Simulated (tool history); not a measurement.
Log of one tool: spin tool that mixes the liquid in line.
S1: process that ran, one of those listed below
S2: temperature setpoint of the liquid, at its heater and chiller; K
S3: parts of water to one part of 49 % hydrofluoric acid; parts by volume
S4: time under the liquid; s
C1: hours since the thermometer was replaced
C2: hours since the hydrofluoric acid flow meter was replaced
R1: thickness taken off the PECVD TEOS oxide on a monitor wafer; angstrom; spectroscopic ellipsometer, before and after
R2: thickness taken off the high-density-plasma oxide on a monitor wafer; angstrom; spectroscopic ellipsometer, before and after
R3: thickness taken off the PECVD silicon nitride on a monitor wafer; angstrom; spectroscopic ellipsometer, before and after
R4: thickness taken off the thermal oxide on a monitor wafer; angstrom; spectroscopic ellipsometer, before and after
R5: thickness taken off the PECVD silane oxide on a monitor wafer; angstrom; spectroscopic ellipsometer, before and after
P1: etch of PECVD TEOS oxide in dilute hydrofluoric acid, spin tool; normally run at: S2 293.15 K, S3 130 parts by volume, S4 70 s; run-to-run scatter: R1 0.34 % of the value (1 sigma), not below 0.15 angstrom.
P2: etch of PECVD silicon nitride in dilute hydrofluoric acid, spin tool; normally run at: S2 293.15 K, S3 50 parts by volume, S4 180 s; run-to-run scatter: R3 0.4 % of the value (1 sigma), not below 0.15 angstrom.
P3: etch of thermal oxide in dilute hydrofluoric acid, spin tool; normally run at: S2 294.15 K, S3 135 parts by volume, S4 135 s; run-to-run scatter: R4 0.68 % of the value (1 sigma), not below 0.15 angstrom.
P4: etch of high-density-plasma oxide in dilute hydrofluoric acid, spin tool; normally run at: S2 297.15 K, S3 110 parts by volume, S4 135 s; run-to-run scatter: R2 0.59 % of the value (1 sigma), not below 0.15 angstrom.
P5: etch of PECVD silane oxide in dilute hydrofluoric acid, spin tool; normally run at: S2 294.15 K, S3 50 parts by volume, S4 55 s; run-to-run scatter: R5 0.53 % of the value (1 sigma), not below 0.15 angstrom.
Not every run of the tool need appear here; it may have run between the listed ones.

run	hour	S1	S2	S3	S4	C1	C2	R1	R2	R3	R4	R5
1	9.9	P1	293.15	130	70	973.7	316	84.267				
2	23	P1	299.65	130	135	986.8	329.1	210.2				
3	32.3	P1	293.15	130	70	996.1	338.4	84.594				
4	42.6	P1	293.15	130	70	1006.4	348.7	84.48				
# hour 47.6: hydrofluoric acid flow meter replaced
5	50.7	P4	297.15	110	255	1014.5	3.1		117.15			
6	59.8	P2	290.15	50	180	1023.6	12.2			73.009		
7	69.3	P1	293.15	130	135	1033.1	21.7	163.02				
8	78.7	P1	293.15	50	70	1042.5	31.1	240.48				
9	87.3	P1	299.15	130	70	1051.1	39.7	106.85				
10	99.1	P2	293.15	50	330	1062.9	51.5			165.98		
11	110.2	P4	297.15	110	135	1074	62.6		62.048			
12	116.3	P1	297.15	50	70	1080.1	68.7	282.3				
13	125	P2	293.15	50	180	1088.8	77.4			90.357		
14	137.2	P3	300.15	135	135	1101	89.6				52.287	
15	148.2	P1	293.15	215	70	1112	100.6	46.922				
16	161.8	P5	294.15	50	55	1125.6	114.2					510.64
17	174.7	P1	290.15	130	70	1138.5	127.1	74.715				
18	183.3	P2	293.15	20	180	1147.1	135.7			216.11		
19	194.8	P3	294.15	135	135	1158.6	147.2				41.547	
20	205	P3	294.15	80	135	1168.8	157.4				74.911	
21	216.1	P5	294.15	50	55	1179.9	168.5					505.84
22	226.9	P5	298.15	50	55	1190.7	179.3					603.75
23	233.3	P1	293.15	130	70	1197.1	185.7	84.546				
24	243.8	P5	294.15	25	55	1207.6	196.2					1063.1
25	250.9	P4	297.15	110	135	1214.7	203.3		61.972			
26	263.5	P1	293.15	130	70	1227.3	215.9	84.429				
27	276.9	P4	297.15	55	135	1240.7	229.3		133.35			
28	284.9	P1	293.15	130	70	1248.7	237.3	84.277				
29	292.4	P4	290.15	110	135	1256.2	244.8		47.098			
30	300.9	P3	294.15	135	70	1264.7	253.3				21.291	

Run 31 has not been measured yet. What should we expect?
31	309	P5	294.15	50	90	1272.8	261.4					?

R5: 833.09 angstrom
